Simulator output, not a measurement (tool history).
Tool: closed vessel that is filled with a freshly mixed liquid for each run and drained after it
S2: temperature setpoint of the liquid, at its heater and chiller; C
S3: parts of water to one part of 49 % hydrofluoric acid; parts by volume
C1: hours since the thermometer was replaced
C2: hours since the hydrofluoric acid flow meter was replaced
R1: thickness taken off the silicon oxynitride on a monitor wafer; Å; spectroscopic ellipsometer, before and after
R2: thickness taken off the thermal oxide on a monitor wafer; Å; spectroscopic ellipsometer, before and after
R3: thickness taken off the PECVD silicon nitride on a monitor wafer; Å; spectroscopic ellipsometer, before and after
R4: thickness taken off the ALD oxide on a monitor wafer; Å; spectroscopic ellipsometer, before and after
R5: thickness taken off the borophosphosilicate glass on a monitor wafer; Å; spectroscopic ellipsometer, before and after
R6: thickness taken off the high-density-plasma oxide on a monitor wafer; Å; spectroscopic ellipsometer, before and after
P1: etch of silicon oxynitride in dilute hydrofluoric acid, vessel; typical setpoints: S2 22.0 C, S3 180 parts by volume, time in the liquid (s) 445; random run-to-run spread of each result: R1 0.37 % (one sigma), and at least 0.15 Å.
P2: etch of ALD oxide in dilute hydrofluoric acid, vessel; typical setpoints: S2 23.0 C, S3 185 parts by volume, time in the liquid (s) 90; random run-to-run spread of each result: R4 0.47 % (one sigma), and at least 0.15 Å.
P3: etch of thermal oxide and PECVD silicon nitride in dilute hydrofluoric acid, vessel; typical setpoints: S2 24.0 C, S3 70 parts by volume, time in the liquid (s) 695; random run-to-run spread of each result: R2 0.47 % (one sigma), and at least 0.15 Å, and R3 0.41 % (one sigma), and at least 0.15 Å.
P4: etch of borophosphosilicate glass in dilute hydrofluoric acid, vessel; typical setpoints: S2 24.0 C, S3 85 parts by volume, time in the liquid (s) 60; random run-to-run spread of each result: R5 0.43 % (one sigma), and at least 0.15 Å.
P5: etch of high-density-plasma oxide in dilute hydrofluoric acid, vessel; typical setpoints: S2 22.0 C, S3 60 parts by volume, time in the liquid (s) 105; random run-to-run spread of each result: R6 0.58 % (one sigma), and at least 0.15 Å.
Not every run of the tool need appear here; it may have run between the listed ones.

Run 1, day 0.346: process that ran P1, S2 22.0 C, S3 180 parts by volume, time in the liquid (s) 445; C1 1040.3; C2 875.2. Result: R1 56.449 Å.
Run 2, day 0.696: process that ran P1, S2 22.0 C, S3 275 parts by volume, time in the liquid (s) 445; C1 1048.7; C2 883.6. Result: R1 34.771 Å.
Run 3, day 1.075: process that ran P1, S2 22.0 C, S3 180 parts by volume, time in the liquid (s) 445; C1 1057.8; C2 892.7. Result: R1 56.786 Å.
Run 4, day 1.329: process that ran P3, S2 24.0 C, S3 70 parts by volume, time in the liquid (s) 695; C1 1063.9; C2 898.8. Result: R2 511.63 Å, R3 267.71 Å.
Run 5, day 1.562: process that ran P1, S2 22.0 C, S3 180 parts by volume, time in the liquid (s) 445; C1 1069.5; C2 904.4. Result: R1 56.917 Å.
Run 6, day 1.996: process that ran P3, S2 24.0 C, S3 105 parts by volume, time in the liquid (s) 695; C1 1079.9; C2 914.8. Result: R2 322.49 Å, R3 178.73 Å.
Run 7, day 2.429: process that ran P2, S2 23.0 C, S3 185 parts by volume, time in the liquid (s) 40; C1 1090.3; C2 925.2. Result: R4 52.51 Å.
Run 8, day 2.692: process that ran P4, S2 24.0 C, S3 85 parts by volume, time in the liquid (s) 60; C1 1096.6; C2 931.5. Result: R5 352.5 Å.
Run 9, day 2.988: process that ran P3, S2 17.0 C, S3 70 parts by volume, time in the liquid (s) 695; C1 1103.7; C2 938.6. Result: R2 380.45 Å, R3 165.43 Å.
Run 10, day 3.212: process that ran P5, S2 22.0 C, S3 60 parts by volume, time in the liquid (s) 195; C1 1109.1; C2 944.0. Result: R6 159.700 Å.
Run 11, day 3.438: process that ran P1, S2 22.0 C, S3 105 parts by volume, time in the liquid (s) 445; C1 1114.5; C2 949.4. Result: R1 103.040 Å.
Run 12, day 3.792: process that ran P1, S2 17.0 C, S3 180 parts by volume, time in the liquid (s) 445; C1 1123.0; C2 957.9. Result: R1 44.974 Å.
Run 13, day 4.229: process that ran P1, S2 22.0 C, S3 180 parts by volume, time in the liquid (s) 445; C1 1133.5; C2 968.4. Result: R1 56.997 Å.
Run 14, day 4.658: process that ran P1, S2 22.0 C, S3 180 parts by volume, time in the liquid (s) 445; C1 1143.8; C2 978.7. Result: R1 56.998 Å.
Run 15, day 4.946: process that ran P5, S2 22.0 C, S3 95 parts by volume, time in the liquid (s) 105; C1 1150.7; C2 985.6. Result: R6 51.690 Å.
Run 16, day 5.279: process that ran P2, S2 23.0 C, S3 185 parts by volume, time in the liquid (s) 90; C1 1158.7; C2 993.6. Result: R4 118.97 Å.
Run 17, day 5.496: process that ran P5, S2 22.0 C, S3 60 parts by volume, time in the liquid (s) 105; C1 1163.9; C2 998.8. Result: R6 86.406 Å.
Run 18, day 5.908: process that ran P3, S2 24.0 C, S3 70 parts by volume, time in the liquid (s) 1275; C1 1173.8; C2 1008.7. Result: R2 935.62 Å, R3 492.53 Å.
Run 19, day 6.271: process that ran P5, S2 17.0 C, S3 60 parts by volume, time in the liquid (s) 105; C1 1182.5; C2 1017.4. Result: R6 69.599 Å.
Run 20, day 6.704: process that ran P2, S2 29.5 C, S3 185 parts by volume, time in the liquid (s) 90; C1 1192.9; C2 1027.8. Result: R4 151.11 Å.
Run 21, day 6.942: process that ran P1, S2 26.5 C, S3 180 parts by volume, time in the liquid (s) 445; C1 1198.6; C2 1033.5. Result: R1 69.170 Å.

Run 22 has not been measured yet. What should we expect?
Run 22, day 7.262: process that ran P4, S2 24.0 C, S3 20 parts by volume, time in the liquid (s) 60; C1 1206.3; C2 1041.2. Result: R5 ?.

{"run 22": {"R5": 1654.7}}

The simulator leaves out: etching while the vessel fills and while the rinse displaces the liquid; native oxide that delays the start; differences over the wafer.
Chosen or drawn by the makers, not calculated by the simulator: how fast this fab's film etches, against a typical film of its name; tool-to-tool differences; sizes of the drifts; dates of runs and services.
